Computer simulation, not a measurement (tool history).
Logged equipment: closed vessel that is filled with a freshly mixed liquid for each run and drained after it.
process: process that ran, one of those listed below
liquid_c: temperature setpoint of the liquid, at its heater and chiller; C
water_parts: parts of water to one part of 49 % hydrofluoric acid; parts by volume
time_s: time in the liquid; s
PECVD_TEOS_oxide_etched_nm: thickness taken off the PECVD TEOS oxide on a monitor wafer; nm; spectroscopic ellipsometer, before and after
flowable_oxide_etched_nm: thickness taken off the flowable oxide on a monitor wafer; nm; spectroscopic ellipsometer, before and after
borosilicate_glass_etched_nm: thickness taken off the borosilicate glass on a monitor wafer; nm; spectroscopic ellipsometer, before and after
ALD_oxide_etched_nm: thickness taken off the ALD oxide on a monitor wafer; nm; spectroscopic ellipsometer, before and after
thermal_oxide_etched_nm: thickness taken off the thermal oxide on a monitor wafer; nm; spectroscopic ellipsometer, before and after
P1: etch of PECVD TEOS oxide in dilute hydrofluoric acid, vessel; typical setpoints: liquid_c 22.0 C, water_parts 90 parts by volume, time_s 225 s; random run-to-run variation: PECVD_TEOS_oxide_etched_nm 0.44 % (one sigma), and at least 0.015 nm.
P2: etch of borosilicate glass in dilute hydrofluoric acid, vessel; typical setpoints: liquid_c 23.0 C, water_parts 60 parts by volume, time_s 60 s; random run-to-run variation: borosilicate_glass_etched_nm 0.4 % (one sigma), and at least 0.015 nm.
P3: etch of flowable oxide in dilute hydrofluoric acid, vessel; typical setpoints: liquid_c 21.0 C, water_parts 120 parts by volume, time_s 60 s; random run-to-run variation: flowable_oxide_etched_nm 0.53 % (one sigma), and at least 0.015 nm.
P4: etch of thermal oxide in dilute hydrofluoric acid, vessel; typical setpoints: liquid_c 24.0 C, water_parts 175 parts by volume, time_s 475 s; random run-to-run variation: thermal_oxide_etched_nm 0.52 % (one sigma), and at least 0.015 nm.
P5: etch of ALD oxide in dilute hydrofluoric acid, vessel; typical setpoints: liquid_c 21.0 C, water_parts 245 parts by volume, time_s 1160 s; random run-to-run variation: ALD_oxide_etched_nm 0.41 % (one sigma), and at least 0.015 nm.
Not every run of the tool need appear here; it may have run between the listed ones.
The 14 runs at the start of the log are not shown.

run   hour  process  liquid_c  water_parts  time_s  PECVD_TEOS_oxide_etched_nm  flowable_oxide_etched_nm  borosilicate_glass_etched_nm  ALD_oxide_etched_nm  thermal_oxide_etched_nm
 15  125.1       P2      23.0          105      60                                                                              26.548
 16  133.8       P1      29.5           90     330                     53.2130
 17  139.2       P2      23.0           60      60                                                                              48.914
 18  146.8       P3      21.0           60      60                                               23.1020
 19  156.9       P4      24.0           40     475                                                                                                                           60.4150
 20  164.4       P1      22.0           90     225                     27.1350
 21  174.5       P2      29.0           60      60                                                                              62.861
 22  180.9       P1      22.0           90      30                      3.5774
 23  188.8       P5      21.0          245    1815                                                                                                   72.642
 24  196.4       P1      22.0           90     430                     51.3260

Run 25 comes next. What will it give?
 25  205.4       P4      24.0          175      70                                                                                                                                 ?

{"run 25": {"thermal_oxide_etched_nm": 1.7638}}
